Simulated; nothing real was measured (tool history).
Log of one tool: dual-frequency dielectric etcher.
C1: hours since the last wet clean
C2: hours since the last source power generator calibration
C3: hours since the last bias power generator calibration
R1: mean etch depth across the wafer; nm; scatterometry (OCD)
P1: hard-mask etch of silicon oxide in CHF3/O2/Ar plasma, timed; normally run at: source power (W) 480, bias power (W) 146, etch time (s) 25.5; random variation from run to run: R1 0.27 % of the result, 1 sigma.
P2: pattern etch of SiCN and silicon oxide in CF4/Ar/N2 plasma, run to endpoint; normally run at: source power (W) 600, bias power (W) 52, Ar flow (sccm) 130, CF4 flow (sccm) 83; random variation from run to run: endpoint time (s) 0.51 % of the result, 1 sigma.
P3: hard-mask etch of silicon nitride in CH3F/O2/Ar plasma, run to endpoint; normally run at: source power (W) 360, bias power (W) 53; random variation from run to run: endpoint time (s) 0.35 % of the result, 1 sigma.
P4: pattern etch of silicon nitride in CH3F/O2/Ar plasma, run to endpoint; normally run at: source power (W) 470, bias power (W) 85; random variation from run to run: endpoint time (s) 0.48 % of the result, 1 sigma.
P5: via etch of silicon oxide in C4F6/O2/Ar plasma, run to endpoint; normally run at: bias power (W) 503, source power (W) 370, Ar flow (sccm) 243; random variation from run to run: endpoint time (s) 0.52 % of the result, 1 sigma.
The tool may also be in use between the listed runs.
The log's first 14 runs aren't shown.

Run 15, hour 113.2: process that ran P1, source power (W) 330, bias power (W) 146, etch time (s) 25.5; C1 452.1; C2 1149.5; C3 853.4. Result: R1 37.426 nm.
Run 16, hour 118.2: process that ran P4, source power (W) 470, bias power (W) 115; C1 457.1; C2 1154.5; C3 858.4. Result: endpoint time (s) 58.911.
Run 17, hour 126.6: process that ran P1, source power (W) 480, bias power (W) 146, etch time (s) 25.5; C1 465.5; C2 1162.9; C3 866.8. Result: R1 43.297 nm.
Run 18, hour 132.2: process that ran P5, source power (W) 470, bias power (W) 503, Ar flow (sccm) 243; C1 471.1; C2 1168.5; C3 872.4. Result: endpoint time (s) 16.644.
Run 19, hour 140.3: process that ran P3, source power (W) 360, bias power (W) 53; C1 479.2; C2 1176.6; C3 880.5. Result: endpoint time (s) 84.658.
At hour 142.1: bias power generator calibrated.
Run 20, hour 146.1: process that ran P1, source power (W) 620, bias power (W) 146, etch time (s) 25.5; C1 485; C2 1182.4; C3 4. Result: R1 47.48 nm.
Run 21, hour 155: process that ran P2, source power (W) 380, bias power (W) 52, Ar flow (sccm) 130, CF4 flow (sccm) 83; C1 493.9; C2 1191.3; C3 12.9. Result: endpoint time (s) 23.666.
Run 22, hour 160.5: process that ran P1, source power (W) 480, bias power (W) 146, etch time (s) 25.5; C1 499.4; C2 1196.8; C3 18.4. Result: R1 43.288 nm.
Run 23, hour 167.3: process that ran P1, source power (W) 480, bias power (W) 146, etch time (s) 36; C1 506.2; C2 1203.6; C3 25.2. Result: R1 61.167 nm.
Run 24, hour 176.1: process that ran P3, source power (W) 360, bias power (W) 33; C1 515; C2 1212.4; C3 34. Result: endpoint time (s) 97.315.
Run 25, hour 182.8: process that ran P5, source power (W) 370, bias power (W) 503, Ar flow (sccm) 243; C1 521.7; C2 1219.1; C3 40.7. Result: endpoint time (s) 18.022.
Run 26, hour 192.3: process that ran P2, source power (W) 600, bias power (W) 52, Ar flow (sccm) 130, CF4 flow (sccm) 102; C1 531.2; C2 1228.6; C3 50.2. Result: endpoint time (s) 15.286.
Run 27, hour 198: process that ran P5, source power (W) 370, bias power (W) 503, Ar flow (sccm) 243; C1 536.9; C2 1234.3; C3 55.9. Result: endpoint time (s) 18.333.
Run 28, hour 202.8: process that ran P1, source power (W) 480, bias power (W) 146, etch time (s) 25.5; C1 541.7; C2 1239.1; C3 60.7. Result: R1 43.229 nm.
Run 29, hour 208.2: process that ran P2, source power (W) 600, bias power (W) 71, Ar flow (sccm) 130, CF4 flow (sccm) 83; C1 547.1; C2 1244.5; C3 66.1. Result: endpoint time (s) 14.368.
Run 30, hour 218: process that ran P1, source power (W) 480, bias power (W) 146, etch time (s) 15; C1 556.9; C2 1254.3; C3 75.9. Result: R1 25.353 nm.
Run 31, hour 224.1: process that ran P1, source power (W) 480, bias power (W) 146, etch time (s) 25.5; C1 563; C2 1260.4; C3 82. Result: R1 43.295 nm.
Run 32, hour 229: process that ran P1, source power (W) 480, bias power (W) 146, etch time (s) 25.5; C1 567.9; C2 1265.3; C3 86.9. Result: R1 43.068 nm.
Run 33, hour 238.4: process that ran P1, source power (W) 480, bias power (W) 146, etch time (s) 25.5; C1 577.3; C2 1274.7; C3 96.3. Result: R1 42.696 nm.
Run 34, hour 245.4: process that ran P1, source power (W) 480, bias power (W) 146, etch time (s) 25.5; C1 584.3; C2 1281.7; C3 103.3. Result: R1 42.526 nm.
Run 35, hour 254.1: process that ran P1, source power (W) 480, bias power (W) 146, etch time (s) 25.5; C1 593; C2 1290.4; C3 112. Result: R1 42.538 nm.
Run 36, hour 258.7: process that ran P1, source power (W) 480, bias power (W) 146, etch time (s) 25.5; C1 597.6; C2 1295; C3 116.6. Result: R1 42.5 nm.

The next listed run, before its measurement:
At hour 260.6: wet clean of the chamber.
Run 37, hour 268: process that ran P1, source power (W) 480, bias power (W) 146, etch time (s) 25.5; C1 7.5; C2 1304.3; C3 125.9. Result: R1 ?.

R1: 42.751 nm

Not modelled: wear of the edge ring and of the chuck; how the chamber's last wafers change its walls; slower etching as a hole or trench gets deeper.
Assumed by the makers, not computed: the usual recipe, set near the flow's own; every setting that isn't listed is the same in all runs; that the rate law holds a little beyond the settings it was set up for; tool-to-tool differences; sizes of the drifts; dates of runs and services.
